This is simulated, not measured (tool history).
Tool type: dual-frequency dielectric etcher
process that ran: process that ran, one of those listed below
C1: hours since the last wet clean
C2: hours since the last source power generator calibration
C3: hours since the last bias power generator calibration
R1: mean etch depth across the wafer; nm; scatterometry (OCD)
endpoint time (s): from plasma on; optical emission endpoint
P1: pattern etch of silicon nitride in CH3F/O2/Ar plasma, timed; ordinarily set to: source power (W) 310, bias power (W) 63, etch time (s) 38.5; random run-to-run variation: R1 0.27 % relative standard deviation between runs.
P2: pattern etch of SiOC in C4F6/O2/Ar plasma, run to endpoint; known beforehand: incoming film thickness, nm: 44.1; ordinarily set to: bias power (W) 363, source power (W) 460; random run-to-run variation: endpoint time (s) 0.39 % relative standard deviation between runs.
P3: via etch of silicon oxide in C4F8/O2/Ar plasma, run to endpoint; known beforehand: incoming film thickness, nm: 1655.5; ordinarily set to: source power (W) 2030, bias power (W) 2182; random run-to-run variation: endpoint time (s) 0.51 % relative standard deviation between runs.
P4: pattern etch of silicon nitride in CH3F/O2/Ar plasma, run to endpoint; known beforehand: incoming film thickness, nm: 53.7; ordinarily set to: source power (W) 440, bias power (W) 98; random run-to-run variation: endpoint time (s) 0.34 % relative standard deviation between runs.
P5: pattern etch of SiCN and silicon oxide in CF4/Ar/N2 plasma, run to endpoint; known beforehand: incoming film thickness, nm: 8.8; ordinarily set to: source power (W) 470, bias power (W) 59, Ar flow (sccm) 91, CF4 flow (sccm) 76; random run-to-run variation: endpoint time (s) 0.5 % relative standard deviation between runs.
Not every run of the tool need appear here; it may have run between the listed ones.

run 1 hour=3.9 | process_that_ran=P1 source_power_(W)=310 bias_power_(W)=63 etch_time_(s)=38.5 | C1=191.5 C2=1710.6 C3=701.1 | R1=22.62
run 2 hour=7.9 | process_that_ran=P1 source_power_(W)=390 bias_power_(W)=74 etch_time_(s)=38.5 | C1=195.5 C2=1714.6 C3=705.1 | R1=26.099
run 3 hour=11.6 | process_that_ran=P4 source_power_(W)=290 bias_power_(W)=98 | C1=199.2 C2=1718.3 C3=708.8 | endpoint_time_(s)=78.779
run 4 hour=14.1 | process_that_ran=P4 source_power_(W)=440 bias_power_(W)=98 | C1=201.7 C2=1720.8 C3=711.3 | endpoint_time_(s)=67.314
run 5 hour=18.7 | process_that_ran=P5 source_power_(W)=650 bias_power_(W)=59 Ar_flow_(sccm)=91 CF4_flow_(sccm)=76 | C1=206.3 C2=1725.4 C3=715.9 | endpoint_time_(s)=7.4985
run 6 hour=23.7 | process_that_ran=P1 source_power_(W)=310 bias_power_(W)=63 etch_time_(s)=38.5 | C1=211.3 C2=1730.4 C3=720.9 | R1=22.576
run 7 hour=27.1 | process_that_ran=P1 source_power_(W)=310 bias_power_(W)=63 etch_time_(s)=38.5 | C1=214.7 C2=1733.8 C3=724.3 | R1=22.618
run 8 hour=32.9 | process_that_ran=P5 source_power_(W)=470 bias_power_(W)=81 Ar_flow_(sccm)=91 CF4_flow_(sccm)=76 | C1=220.5 C2=1739.6 C3=730.1 | endpoint_time_(s)=9.0091
run 9 hour=37.4 | process_that_ran=P1 source_power_(W)=310 bias_power_(W)=43 etch_time_(s)=38.5 | C1=225 C2=1744.1 C3=734.6 | R1=19.917
run 10 hour=42.7 | process_that_ran=P3 source_power_(W)=2030 bias_power_(W)=2182 | C1=230.3 C2=1749.4 C3=739.9 | endpoint_time_(s)=320.34
run 11 hour=45.9 | process_that_ran=P5 source_power_(W)=470 bias_power_(W)=59 Ar_flow_(sccm)=91 CF4_flow_(sccm)=76 | C1=233.5 C2=1752.6 C3=743.1 | endpoint_time_(s)=10.058
run 12 hour=49 | process_that_ran=P1 source_power_(W)=310 bias_power_(W)=63 etch_time_(s)=47 | C1=236.6 C2=1755.7 C3=746.2 | R1=27.761
run 13 hour=53.4 | process_that_ran=P1 source_power_(W)=310 bias_power_(W)=63 etch_time_(s)=21 | C1=241 C2=1760.1 C3=750.6 | R1=12.343
run 14 hour=56.2 | process_that_ran=P3 source_power_(W)=2630 bias_power_(W)=2182 | C1=243.8 C2=1762.9 C3=753.4 | endpoint_time_(s)=288.35
run 15 hour=62.2 | process_that_ran=P1 source_power_(W)=310 bias_power_(W)=63 etch_time_(s)=38.5 | C1=249.8 C2=1768.9 C3=759.4 | R1=22.619
run 16 hour=68 | process_that_ran=P3 source_power_(W)=2030 bias_power_(W)=2758 | C1=255.6 C2=1774.7 C3=765.2 | endpoint_time_(s)=299.16
run 17 hour=72.7 | process_that_ran=P2 source_power_(W)=270 bias_power_(W)=363 | C1=260.3 C2=1779.4 C3=769.9 | endpoint_time_(s)=19.068
run 18 hour=75.4 | process_that_ran=P1 source_power_(W)=310 bias_power_(W)=77 etch_time_(s)=38.5 | C1=263 C2=1782.1 C3=772.6 | R1=24.196
run 19 hour=78.4 | process_that_ran=P2 source_power_(W)=460 bias_power_(W)=363 | C1=266 C2=1785.1 C3=775.6 | endpoint_time_(s)=15.644

Run 20 has not been measured yet. What should we expect?
run 20 hour=81 | process_that_ran=P2 source_power_(W)=460 bias_power_(W)=363 | C1=268.6 C2=1787.7 C3=778.2 | endpoint_time_(s)=?

Run 20 measured endpoint time (s) 15.716.
